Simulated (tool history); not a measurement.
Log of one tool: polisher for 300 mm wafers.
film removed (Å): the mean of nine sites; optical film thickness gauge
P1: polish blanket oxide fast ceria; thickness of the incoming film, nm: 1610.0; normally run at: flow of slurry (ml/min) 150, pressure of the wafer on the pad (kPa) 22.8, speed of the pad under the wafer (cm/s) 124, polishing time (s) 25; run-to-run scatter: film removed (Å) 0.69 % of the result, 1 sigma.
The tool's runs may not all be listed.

run   hour  flow of slurry (ml/min)  pressure of the wafer on the pad (kPa)  speed of the pad under the wafer (cm/s)  polishing time (s)  wafers polished on this pad  hours since the slurry nozzle was cleaned  hours since the head pressure was calibrated  film removed (Å)
  1    8.8                      150                                    22.8                                      124                  25                          506                                      154.2                                         677.4            6625.5
  2   19.1                      220                                    22.8                                      124                  25                          683                                      164.5                                         687.7            7001.5
  3   31.1                      150                                    35.9                                      124                  25                          890                                      176.5                                         699.7           10486.0
  4   46.9                       90                                    22.8                                      124                  25                         1162                                      192.3                                         715.5            5825.8
  5   59.0                      150                                    22.8                                       88                  25                         1370                                      204.4                                         727.6            4669.5
  6   67.3                       95                                    22.8                                       80                  25                         1513                                      212.7                                         735.9            3924.7
      82.5  -- head pressure recalibrated
  7   82.6                      150                                    22.8                                      124                  25                         1776                                      228.0                                           0.1            6629.6
  8   91.5                      150                                    22.8                                      124                  37                         1929                                      236.9                                           9.0            9776.4
  9  107.1                      150                                    22.8                                      124                  18                         2197                                      252.5                                          24.6            4793.6
 10  117.4                      150                                    22.8                                      196                  25                         2374                                      262.8                                          34.9           10410.0
 11  130.9                      150                                    22.8                                      124                  25                         2607                                      276.3                                          48.4            6611.8
     138.6  -- worn pad replaced by a new one
 12  139.8                      150                                    22.8                                      124                  25                           22                                      285.2                                          57.3            6593.7
 13  149.3                      150                                    10.3                                      124                  25                          185                                      294.7                                          66.8            2995.4
 14  158.2                      150                                    22.8                                      124                  25                          338                                      303.6                                          75.7            6589.3
 15  166.1                      150                                    22.8                                       84                  33                          474                                      311.5                                          83.6            5861.2
 16  181.7                      150                                    22.8                                      124                  25                          743                                      327.1                                          99.2            6569.1
 17  194.8                      150                                    22.8                                      124                  25                          968                                      340.2                                         112.3            6474.7
 18  211.3                      150                                    22.8                                      124                  25                         1252                                      356.7                                         128.8            6280.9
 19  220.4                      150                                    22.8                                      124                  25                         1408                                      365.8                                         137.9            6246.9
 20  228.2                      150                                    22.8                                      124                  25                         1543                                      373.6                                         145.7            6184.7
 21  242.8                      150                                    22.8                                      124                  25                         1794                                      388.2                                         160.3            6114.1
 22  256.8                      150                                    22.8                                      124                  25                         2035                                      402.2                                         174.3            6159.6
 23  267.2                      150                                    22.8                                      124                  25                         2214                                      412.6                                         184.7            6163.7
     270.4  -- worn pad replaced by a new one
 24  276.8                      150                                    22.8                                      124                  25                          111                                      422.2                                         194.3            6122.3
 25  290.4                      150                                    22.8                                      124                  25                          345                                      435.8                                         207.9            5984.3
 26  298.8                      150                                    22.8                                      124                  25                          490                                      444.2                                         216.3            6052.8
 27  310.4                      150                                    22.8                                      124                  25                          689                                      455.8                                         227.9            6114.0

What P1 gives has crept away from where it was. These 2 causes fit the log equally well, each at the size given:
A: slurry flow missing at the pad, % = 33.1
B: head's pressure below its setpoint, % = 8.08
The creep began at about hour 181.7.
Why every other cause is out:
removal rate lost through wear of the pad, %: serviced at hour 270.4, which brought nothing back

4 check runs are offered, each on 2 wafers whose results are averaged, their results left as question marks. Which one tells the causes apart?
check 1  322.0                       90                                    15.9                                      124                  25                                                                                                                                       ?
check 2  322.0                      150                                    10.3                                      124                  37                                                                                                                                       ?
check 3  322.0                      150                                    22.8                                      192                  25                                                                                                                                       ?
check 4  322.0                      150                                    10.3                                      124                  25                                                                                                                                       ?

What each check would give under each cause:
  check            result    if A    if B
check 1  film removed (Å)  3611.3  3785.5
check 2  film removed (Å)  4089.9  4090.0
check 3  film removed (Å)  9413.6  9413.7
check 4  film removed (Å)  2763.5  2763.5
How far apart the two closest causes lie, in the result that separates them most: check 1 4.71 %; check 2 0 %; check 3 0 %; check 4 0 %
Check 1 tells the causes apart: in the others they would give nearly the same result.

Then check 1 was run and gave: film removed (Å) 3795.0. Which cause is it?

It is B: head's pressure below its setpoint, %.
